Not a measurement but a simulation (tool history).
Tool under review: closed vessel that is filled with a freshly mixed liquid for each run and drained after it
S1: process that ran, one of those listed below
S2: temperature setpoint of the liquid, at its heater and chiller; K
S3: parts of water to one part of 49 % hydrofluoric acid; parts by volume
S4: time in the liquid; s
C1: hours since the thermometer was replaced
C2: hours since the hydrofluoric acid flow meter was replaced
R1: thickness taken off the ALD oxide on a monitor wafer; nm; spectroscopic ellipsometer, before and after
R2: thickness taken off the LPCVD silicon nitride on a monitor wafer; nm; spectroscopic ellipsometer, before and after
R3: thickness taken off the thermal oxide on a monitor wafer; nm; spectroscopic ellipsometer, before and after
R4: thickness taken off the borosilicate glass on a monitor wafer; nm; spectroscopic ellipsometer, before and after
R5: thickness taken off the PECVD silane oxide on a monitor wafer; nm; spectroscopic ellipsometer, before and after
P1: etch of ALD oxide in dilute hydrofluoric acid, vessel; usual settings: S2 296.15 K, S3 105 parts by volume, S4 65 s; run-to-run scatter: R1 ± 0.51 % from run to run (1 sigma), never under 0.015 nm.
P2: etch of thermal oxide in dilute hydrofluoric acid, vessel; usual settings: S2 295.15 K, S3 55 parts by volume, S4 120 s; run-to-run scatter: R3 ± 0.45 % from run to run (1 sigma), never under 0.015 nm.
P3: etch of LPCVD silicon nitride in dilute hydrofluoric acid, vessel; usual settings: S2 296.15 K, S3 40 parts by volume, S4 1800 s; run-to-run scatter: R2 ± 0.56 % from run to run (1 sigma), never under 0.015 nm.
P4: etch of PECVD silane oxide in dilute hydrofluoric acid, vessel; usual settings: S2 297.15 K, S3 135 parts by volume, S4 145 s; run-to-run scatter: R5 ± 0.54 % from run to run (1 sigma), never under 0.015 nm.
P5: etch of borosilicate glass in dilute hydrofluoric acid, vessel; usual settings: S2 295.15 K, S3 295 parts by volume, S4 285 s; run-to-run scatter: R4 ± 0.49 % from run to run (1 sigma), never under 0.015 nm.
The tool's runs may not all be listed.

Run 1, hour 7.9: S1 P1, S2 296.15 K, S3 105 parts by volume, S4 65 s; C1 1074.3; C2 1496.2. Result: R1 5.8668 nm.
Run 2, hour 21.6: S1 P3, S2 296.15 K, S3 40 parts by volume, S4 1800 s; C1 1088.0; C2 1509.9. Result: R2 18.0730 nm.
Run 3, hour 29.2: S1 P1, S2 296.15 K, S3 105 parts by volume, S4 65 s; C1 1095.6; C2 1517.5. Result: R1 5.7709 nm.
Run 4, hour 42.7: S1 P1, S2 296.15 K, S3 105 parts by volume, S4 65 s; C1 1109.1; C2 1531.0. Result: R1 5.7720 nm.
Run 5, hour 52.6: S1 P3, S2 296.15 K, S3 20 parts by volume, S4 1800 s; C1 1119.0; C2 1540.9. Result: R2 35.4730 nm.
Run 6, hour 66.1: S1 P2, S2 290.15 K, S3 55 parts by volume, S4 120 s; C1 1132.5; C2 1554.4. Result: R3 8.1211 nm.
At hour 70.6: hydrofluoric acid flow meter replaced.
Run 7, hour 79.5: S1 P5, S2 295.15 K, S3 60 parts by volume, S4 285 s; C1 1145.9; C2 8.9. Result: R4 122.560 nm.
Run 8, hour 86.1: S1 P2, S2 295.15 K, S3 55 parts by volume, S4 120 s; C1 1152.5; C2 15.5. Result: R3 10.0100 nm.
Run 9, hour 99.1: S1 P4, S2 297.15 K, S3 235 parts by volume, S4 145 s; C1 1165.5; C2 28.5. Result: R5 9.1167 nm.
Run 10, hour 109.1: S1 P1, S2 296.15 K, S3 155 parts by volume, S4 30 s; C1 1175.5; C2 38.5. Result: R1 1.7167 nm.
Run 11, hour 123.3: S1 P5, S2 295.15 K, S3 295 parts by volume, S4 555 s; C1 1189.7; C2 52.7. Result: R4 38.225 nm.
Run 12, hour 129.8: S1 P1, S2 296.15 K, S3 105 parts by volume, S4 120 s; C1 1196.2; C2 59.2. Result: R1 10.7800 nm.
Run 13, hour 138.5: S1 P1, S2 296.15 K, S3 105 parts by volume, S4 30 s; C1 1204.9; C2 67.9. Result: R1 2.6911 nm.
Run 14, hour 151.1: S1 P1, S2 296.15 K, S3 105 parts by volume, S4 65 s; C1 1217.5; C2 80.5. Result: R1 5.8343 nm.
Run 15, hour 165.2: S1 P2, S2 295.15 K, S3 55 parts by volume, S4 120 s; C1 1231.6; C2 94.6. Result: R3 10.0140 nm.
Run 16, hour 176.3: S1 P4, S2 297.15 K, S3 135 parts by volume, S4 235 s; C1 1242.7; C2 105.7. Result: R5 28.8730 nm.
Run 17, hour 188.2: S1 P1, S2 296.15 K, S3 50 parts by volume, S4 35 s; C1 1254.6; C2 117.6. Result: R1 6.9865 nm.
Run 18, hour 197.2: S1 P5, S2 290.15 K, S3 295 parts by volume, S4 285 s; C1 1263.6; C2 126.6. Result: R4 16.219 nm.
Run 19, hour 208.2: S1 P3, S2 296.15 K, S3 40 parts by volume, S4 335 s; C1 1274.6; C2 137.6. Result: R2 3.3971 nm.
Run 20, hour 219.9: S1 P4, S2 305.15 K, S3 135 parts by volume, S4 145 s; C1 1286.3; C2 149.3. Result: R5 23.8020 nm.
Run 21, hour 231.6: S1 P1, S2 296.15 K, S3 105 parts by volume, S4 65 s; C1 1298.0; C2 161.0. Result: R1 5.7975 nm.
Run 22, hour 244.7: S1 P1, S2 296.15 K, S3 45 parts by volume, S4 65 s; C1 1311.1; C2 174.1. Result: R1 14.5730 nm.
Run 23, hour 253.0: S1 P1, S2 301.15 K, S3 105 parts by volume, S4 65 s; C1 1319.4; C2 182.4. Result: R1 6.9964 nm.
Run 24, hour 260.8: S1 P1, S2 290.15 K, S3 105 parts by volume, S4 65 s; C1 1327.2; C2 190.2. Result: R1 4.5642 nm.
Run 25, hour 270.2: S1 P4, S2 297.15 K, S3 135 parts by volume, S4 145 s; C1 1336.6; C2 199.6. Result: R5 17.8100 nm.
Run 26, hour 280.5: S1 P5, S2 295.15 K, S3 295 parts by volume, S4 285 s; C1 1346.9; C2 209.9. Result: R4 19.757 nm.
Run 27, hour 287.8: S1 P1, S2 296.15 K, S3 105 parts by volume, S4 65 s; C1 1354.2; C2 217.2. Result: R1 5.7842 nm.
Run 28, hour 295.6: S1 P2, S2 295.15 K, S3 55 parts by volume, S4 210 s; C1 1362.0; C2 225.0. Result: R3 17.6710 nm.
Run 29, hour 306.1: S1 P2, S2 295.15 K, S3 105 parts by volume, S4 120 s; C1 1372.5; C2 235.5. Result: R3 4.9628 nm.
Run 30, hour 313.9: S1 P1, S2 296.15 K, S3 160 parts by volume, S4 65 s; C1 1380.3; C2 243.3. Result: R1 3.6378 nm.
Run 31, hour 322.8: S1 P3, S2 302.65 K, S3 40 parts by volume, S4 1800 s; C1 1389.2; C2 252.2. Result: R2 28.0190 nm.
Run 32, hour 330.5: S1 P1, S2 296.15 K, S3 105 parts by volume, S4 65 s; C1 1396.9; C2 259.9. Result: R1 5.8037 nm.
Run 33, hour 338.1: S1 P1, S2 296.15 K, S3 105 parts by volume, S4 65 s; C1 1404.5; C2 267.5. Result: R1 5.9143 nm.
Run 34, hour 348.1: S1 P1, S2 296.15 K, S3 105 parts by volume, S4 65 s; C1 1414.5; C2 277.5. Result: R1 6.1159 nm.
Run 35, hour 360.8: S1 P1, S2 296.15 K, S3 105 parts by volume, S4 65 s; C1 1427.2; C2 290.2. Result: R1 6.1598 nm.
Run 36, hour 371.7: S1 P1, S2 296.15 K, S3 105 parts by volume, S4 65 s; C1 1438.1; C2 301.1. Result: R1 6.2462 nm.
Run 37, hour 383.0: S1 P1, S2 296.15 K, S3 105 parts by volume, S4 65 s; C1 1449.4; C2 312.4. Result: R1 6.1471 nm.
Run 38, hour 393.3: S1 P1, S2 296.15 K, S3 105 parts by volume, S4 65 s; C1 1459.7; C2 322.7. Result: R1 6.2566 nm.
Run 39, hour 405.5: S1 P1, S2 296.15 K, S3 105 parts by volume, S4 65 s; C1 1471.9; C2 334.9. Result: R1 6.2592 nm.

What P1 gives has crept off from where it sat before. The 2 causes that follow fit the log equally well, each at the size noted:
A: hydrofluoric acid flow above the setpoint (%) = 6.5
B: liquid hotter than its thermometer reads (K) = 1.79
Creep in the process output first set in at about hour 330.5.

The check runs listed below each take one wafer, and their results are still question marks. Under which run would the listed causes lead to clearly different results?
Run check 1, hour 417.7: S1 P2, S2 295.15 K, S3 100 parts by volume, S4 205 s. Result: R3 ?.
Run check 2, hour 417.7: S1 P4, S2 303.15 K, S3 135 parts by volume, S4 145 s. Result: R5 ?.
Run check 3, hour 417.7: S1 P3, S2 302.15 K, S3 40 parts by volume, S4 495 s. Result: R2 ?.
Run check 4, hour 417.7: S1 P5, S2 295.15 K, S3 200 parts by volume, S4 505 s. Result: R4 ?.

Expected result of each check under each candidate cause:
  check  result     if A     if B
check 1      R3   9.5737   9.5881
check 2      R5  24.0660  23.8380
check 3      R2   7.9236   8.3674
check 4      R4   60.675   60.152
Gap, in per cent, between the two causes that each check separates least, read from the result that separates them most: check 1 0.15 %; check 2 0.95 %; check 3 5.45 %; check 4 0.87 %
The causes can be told apart only by check 3. The other checks would give nearly the same results under each of them.

Check 3 has now been run. It gave: R2 8.3599 nm. Which of the candidate causes is it?

B is the cause: liquid hotter than its thermometer reads (K).
